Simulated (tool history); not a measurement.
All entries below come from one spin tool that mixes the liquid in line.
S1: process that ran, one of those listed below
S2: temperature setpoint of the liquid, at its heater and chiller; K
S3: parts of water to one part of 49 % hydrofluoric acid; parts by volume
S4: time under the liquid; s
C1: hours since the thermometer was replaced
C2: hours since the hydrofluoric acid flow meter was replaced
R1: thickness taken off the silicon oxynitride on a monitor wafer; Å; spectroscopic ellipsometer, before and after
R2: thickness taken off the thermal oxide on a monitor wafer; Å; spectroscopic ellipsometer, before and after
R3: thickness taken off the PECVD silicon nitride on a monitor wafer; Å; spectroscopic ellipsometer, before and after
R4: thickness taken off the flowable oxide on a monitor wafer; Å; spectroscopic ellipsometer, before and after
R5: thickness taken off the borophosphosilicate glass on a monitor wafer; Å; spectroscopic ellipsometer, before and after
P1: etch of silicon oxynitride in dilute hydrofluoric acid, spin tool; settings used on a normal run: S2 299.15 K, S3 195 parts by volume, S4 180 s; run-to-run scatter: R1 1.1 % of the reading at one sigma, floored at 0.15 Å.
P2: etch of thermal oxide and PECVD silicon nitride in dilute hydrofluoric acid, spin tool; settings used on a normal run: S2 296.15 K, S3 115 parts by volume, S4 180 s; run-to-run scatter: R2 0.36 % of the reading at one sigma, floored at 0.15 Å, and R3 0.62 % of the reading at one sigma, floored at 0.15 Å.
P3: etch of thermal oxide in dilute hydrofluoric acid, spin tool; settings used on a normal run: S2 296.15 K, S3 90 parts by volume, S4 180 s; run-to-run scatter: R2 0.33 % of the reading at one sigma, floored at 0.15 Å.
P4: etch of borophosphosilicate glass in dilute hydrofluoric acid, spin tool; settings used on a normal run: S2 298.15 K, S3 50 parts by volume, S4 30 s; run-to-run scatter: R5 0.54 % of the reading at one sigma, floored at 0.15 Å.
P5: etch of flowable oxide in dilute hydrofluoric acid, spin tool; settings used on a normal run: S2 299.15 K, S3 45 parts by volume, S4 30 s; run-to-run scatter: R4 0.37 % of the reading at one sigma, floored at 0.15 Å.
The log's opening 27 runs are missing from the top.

Run 28, day 10.412: S1 P5, S2 305.65 K, S3 45 parts by volume, S4 30 s; C1 1067.1; C2 962.2. Result: R4 431.5 Å.
Run 29, day 10.746: S1 P1, S2 299.15 K, S3 195 parts by volume, S4 180 s; C1 1075.1; C2 970.2. Result: R1 20.177 Å.
Run 30, day 11.204: S1 P1, S2 299.15 K, S3 195 parts by volume, S4 180 s; C1 1086.1; C2 981.2. Result: R1 20.571 Å.
Run 31, day 11.488: S1 P1, S2 299.15 K, S3 195 parts by volume, S4 180 s; C1 1092.9; C2 988. Result: R1 21.048 Å.
Run 32, day 11.871: S1 P1, S2 299.15 K, S3 195 parts by volume, S4 180 s; C1 1102.1; C2 997.2. Result: R1 20.841 Å.
Run 33, day 12.192: S1 P1, S2 299.15 K, S3 195 parts by volume, S4 180 s; C1 1109.8; C2 1004.9. Result: R1 21.122 Å.
Run 34, day 12.529: S1 P1, S2 299.15 K, S3 195 parts by volume, S4 180 s; C1 1117.9; C2 1013. Result: R1 21.475 Å.
Run 35, day 12.8: S1 P1, S2 299.15 K, S3 195 parts by volume, S4 180 s; C1 1124.4; C2 1019.5. Result: R1 21.462 Å.
Run 36, day 13.183: S1 P1, S2 299.15 K, S3 195 parts by volume, S4 180 s; C1 1133.6; C2 1028.7. Result: R1 21.259 Å.

Forecast run 37:
Run 37, day 13.708: S1 P1, S2 299.15 K, S3 195 parts by volume, S4 180 s; C1 1146.2; C2 1041.3. Result: R1 ?.

{"run 37": {"R1": 21.646}}

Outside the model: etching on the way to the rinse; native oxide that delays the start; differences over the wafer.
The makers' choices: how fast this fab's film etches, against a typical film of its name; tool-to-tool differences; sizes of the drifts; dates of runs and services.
